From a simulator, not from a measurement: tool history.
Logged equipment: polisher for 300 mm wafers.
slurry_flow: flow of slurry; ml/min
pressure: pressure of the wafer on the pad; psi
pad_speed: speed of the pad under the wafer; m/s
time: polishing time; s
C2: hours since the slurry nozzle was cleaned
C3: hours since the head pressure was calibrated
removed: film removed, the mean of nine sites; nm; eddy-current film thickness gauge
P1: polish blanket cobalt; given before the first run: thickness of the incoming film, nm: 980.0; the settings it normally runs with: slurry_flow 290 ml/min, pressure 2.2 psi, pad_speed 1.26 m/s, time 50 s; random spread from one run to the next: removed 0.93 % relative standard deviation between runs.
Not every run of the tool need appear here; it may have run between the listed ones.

Run 1, day 0.454: slurry_flow 290 ml/min, pressure 2.2 psi, pad_speed 1.26 m/s, time 50 s; wafers polished on this pad 216; C2 282.3; C3 782.9. Result: removed 372.00 nm.
Run 2, day 0.671: slurry_flow 290 ml/min, pressure 2.2 psi, pad_speed 1.26 m/s, time 78 s; wafers polished on this pad 283; C2 287.5; C3 788.1. Result: removed 587.61 nm.
Run 3, day 1.042: slurry_flow 290 ml/min, pressure 2.2 psi, pad_speed 0.70 m/s, time 50 s; wafers polished on this pad 399; C2 296.4; C3 797.0. Result: removed 206.93 nm.
Run 4, day 1.346: slurry_flow 175 ml/min, pressure 2.2 psi, pad_speed 1.26 m/s, time 50 s; wafers polished on this pad 494; C2 303.7; C3 804.3. Result: removed 353.47 nm.
Run 5, day 1.717: slurry_flow 290 ml/min, pressure 2.2 psi, pad_speed 1.26 m/s, time 50 s; wafers polished on this pad 609; C2 312.6; C3 813.2. Result: removed 365.98 nm.
Run 6, day 2.158: slurry_flow 290 ml/min, pressure 2.2 psi, pad_speed 1.26 m/s, time 50 s; wafers polished on this pad 747; C2 323.2; C3 823.8. Result: removed 371.36 nm.
Run 7, day 2.642: slurry_flow 290 ml/min, pressure 2.2 psi, pad_speed 1.26 m/s, time 50 s; wafers polished on this pad 898; C2 334.8; C3 835.4. Result: removed 373.79 nm.
Run 8, day 2.979: slurry_flow 290 ml/min, pressure 3.4 psi, pad_speed 1.26 m/s, time 50 s; wafers polished on this pad 1003; C2 342.9; C3 843.5. Result: removed 574.05 nm.
Run 9, day 3.288: slurry_flow 290 ml/min, pressure 2.2 psi, pad_speed 1.26 m/s, time 34 s; wafers polished on this pad 1099; C2 350.3; C3 850.9. Result: removed 248.26 nm.
Run 10, day 3.650: slurry_flow 290 ml/min, pressure 2.2 psi, pad_speed 1.94 m/s, time 50 s; wafers polished on this pad 1212; C2 359.0; C3 859.6. Result: removed 574.54 nm.
Run 11, day 4.000: slurry_flow 290 ml/min, pressure 1.0 psi, pad_speed 1.26 m/s, time 50 s; wafers polished on this pad 1321; C2 367.4; C3 868.0. Result: removed 170.12 nm.
Run 12, day 4.458: slurry_flow 290 ml/min, pressure 2.2 psi, pad_speed 1.26 m/s, time 50 s; wafers polished on this pad 1464; C2 378.4; C3 879.0. Result: removed 365.46 nm.
Run 13, day 4.750: slurry_flow 455 ml/min, pressure 2.2 psi, pad_speed 1.26 m/s, time 50 s; wafers polished on this pad 1555; C2 385.4; C3 886.0. Result: removed 384.84 nm.
At day 4.912: worn pad replaced by a new one.
Run 14, day 5.192: slurry_flow 415 ml/min, pressure 2.2 psi, pad_speed 1.26 m/s, time 32 s; wafers polished on this pad 88; C2 396.0; C3 896.6. Result: removed 247.54 nm.
Run 15, day 5.667: slurry_flow 290 ml/min, pressure 2.2 psi, pad_speed 1.26 m/s, time 50 s; wafers polished on this pad 236; C2 407.4; C3 908.0. Result: removed 372.01 nm.
Run 16, day 5.892: slurry_flow 290 ml/min, pressure 2.2 psi, pad_speed 1.26 m/s, time 50 s; wafers polished on this pad 306; C2 412.8; C3 913.4. Result: removed 372.84 nm.
Run 17, day 6.267: slurry_flow 290 ml/min, pressure 2.2 psi, pad_speed 1.26 m/s, time 50 s; wafers polished on this pad 423; C2 421.8; C3 922.4. Result: removed 365.76 nm.
Run 18, day 6.517: slurry_flow 290 ml/min, pressure 2.2 psi, pad_speed 1.26 m/s, time 50 s; wafers polished on this pad 501; C2 427.8; C3 928.4. Result: removed 366.20 nm.
Run 19, day 6.742: slurry_flow 290 ml/min, pressure 2.2 psi, pad_speed 1.26 m/s, time 50 s; wafers polished on this pad 571; C2 433.2; C3 933.8. Result: removed 362.50 nm.
Run 20, day 6.958: slurry_flow 290 ml/min, pressure 2.2 psi, pad_speed 1.26 m/s, time 50 s; wafers polished on this pad 639; C2 438.4; C3 939.0. Result: removed 359.63 nm.
Run 21, day 7.350: slurry_flow 290 ml/min, pressure 2.2 psi, pad_speed 1.26 m/s, time 50 s; wafers polished on this pad 761; C2 447.8; C3 948.4. Result: removed 354.59 nm.
At day 7.667: worn pad replaced by a new one.
Run 22, day 7.708: slurry_flow 290 ml/min, pressure 2.2 psi, pad_speed 1.26 m/s, time 50 s; wafers polished on this pad 13; C2 456.4; C3 957.0. Result: removed 357.88 nm.
Run 23, day 8.142: slurry_flow 290 ml/min, pressure 2.2 psi, pad_speed 1.26 m/s, time 50 s; wafers polished on this pad 148; C2 466.8; C3 967.4. Result: removed 354.96 nm.
Run 24, day 8.479: slurry_flow 290 ml/min, pressure 2.2 psi, pad_speed 1.26 m/s, time 50 s; wafers polished on this pad 253; C2 474.9; C3 975.5. Result: removed 353.51 nm.

What P1 gives has crept off from where it sat before. The 2 causes that follow fit the log equally well, each at the size noted:
A: slurry flow missing at the pad, % = 36.7
B: head's pressure below its setpoint, % = 5.19
At approximately day 5.892, the process output began to creep.
Each remaining cause and why it is not a fit:
removal rate lost through wear of the pad, %: was serviced at day 7.667, once the creep was under way, yet the earlier output never came back

You are offered 4 check runs, listed below with question marks in place of their results; each one averages 5 wafers. Which run separates the listed causes by giving clearly different results for each?
Run check 1, day 8.817: slurry_flow 175 ml/min, pressure 2.2 psi, pad_speed 1.26 m/s, time 50 s. Result: removed ?.
Run check 2, day 8.817: slurry_flow 290 ml/min, pressure 2.9 psi, pad_speed 1.26 m/s, time 50 s. Result: removed ?.
Run check 3, day 8.817: slurry_flow 290 ml/min, pressure 1.4 psi, pad_speed 1.26 m/s, time 50 s. Result: removed ?.
Run check 4, day 8.817: slurry_flow 290 ml/min, pressure 2.2 psi, pad_speed 0.82 m/s, time 50 s. Result: removed ?.

What each check would give under each cause:
  check   result    if A    if B
check 1  removed  320.61  331.02
check 2  removed  463.46  463.42
check 3  removed  223.74  223.72
check 4  removed  228.81  228.79
Per check, the gap between the least separated pair of causes, taken in the result that splits them most: check 1 3.19 %; check 2 0.01 %; check 3 0.01 %; check 4 0.01 %
Check 1 distinguishes between the causes, while the remaining checks would return nearly the same result for all of them.

Check 1 was carried out, with these results: removed 322.66 nm. Which of the listed causes is responsible?

It is A: slurry flow missing at the pad, %.
